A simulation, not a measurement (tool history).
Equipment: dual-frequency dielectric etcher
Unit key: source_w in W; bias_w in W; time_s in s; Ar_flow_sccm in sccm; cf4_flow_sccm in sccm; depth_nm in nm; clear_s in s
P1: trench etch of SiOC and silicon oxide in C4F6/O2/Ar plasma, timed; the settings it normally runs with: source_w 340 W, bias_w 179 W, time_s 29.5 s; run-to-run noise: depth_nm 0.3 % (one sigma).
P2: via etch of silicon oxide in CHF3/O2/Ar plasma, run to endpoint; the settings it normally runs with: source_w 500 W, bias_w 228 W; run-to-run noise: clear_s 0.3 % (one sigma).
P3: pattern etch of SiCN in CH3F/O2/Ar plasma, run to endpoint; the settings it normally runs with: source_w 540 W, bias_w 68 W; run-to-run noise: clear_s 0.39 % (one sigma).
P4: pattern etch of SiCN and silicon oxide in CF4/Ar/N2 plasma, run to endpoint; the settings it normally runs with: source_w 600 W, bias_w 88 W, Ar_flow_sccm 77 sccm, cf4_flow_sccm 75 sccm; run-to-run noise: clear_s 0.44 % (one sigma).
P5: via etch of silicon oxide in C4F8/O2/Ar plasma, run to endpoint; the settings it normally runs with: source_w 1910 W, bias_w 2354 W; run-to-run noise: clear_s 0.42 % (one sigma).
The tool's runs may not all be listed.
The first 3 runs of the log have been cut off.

run	hour	process	source_w	bias_w	time_s	Ar_flow_sccm	cf4_flow_sccm	hours since the last wet clean	hours since the last source power generator calibration	hours since the last bias power generator calibration	depth_nm	clear_s
4	31.9	P1	340	239	29.5			150.1	2420.7	2039.1	59.691	
5	42.7	P1	290	121	29.5			160.9	2431.5	2049.9	45.307	
6	50.2	P3	540	68				168.4	2439.0	2057.4		19.3780
7	57.7	P4	600	88		48	75	175.9	2446.5	2064.9		7.7187
8	68.7	P4	600	88		77	75	186.9	2457.5	2075.9		8.2033
9	78.0	P1	340	133	22.5			196.2	2466.8	2085.2	37.988	
10	84.6	P1	340	179	37.5			202.8	2473.4	2091.8	69.288	
11	91.0	P4	600	62		77	75	209.2	2479.8	2098.2		9.1221
# hour 91.6: source power generator calibrated
12	100.5	P4	600	88		77	75	218.7	8.9	2107.7		8.1865
13	106.0	P1	340	179	20.0			224.2	14.4	2113.2	36.962	
14	115.9	P2	660	228				234.1	24.3	2123.1		220.6400
15	125.7	P1	340	179	29.5			243.9	34.1	2132.9	54.422	
16	133.2	P4	600	88		77	100	251.4	41.6	2140.4		7.8693
17	143.9	P5	1910	2354				262.1	52.3	2151.1		226.2000
18	152.0	P1	340	179	29.5			270.2	60.4	2159.2	54.695	
19	160.1	P1	340	128	29.5			278.3	68.5	2167.3	48.908	
20	168.4	P5	1910	2781				286.6	76.8	2175.6		214.6700
21	175.5	P1	340	179	29.5			293.7	83.9	2182.7	54.828	
22	183.6	P2	500	299				301.8	92.0	2190.8		222.8500

Run 23 comes next. What will it give?
23	189.8	P1	340	179	29.5			308.0	98.2	2197.0	?	

Run 23 produced depth_nm 54.389 nm.
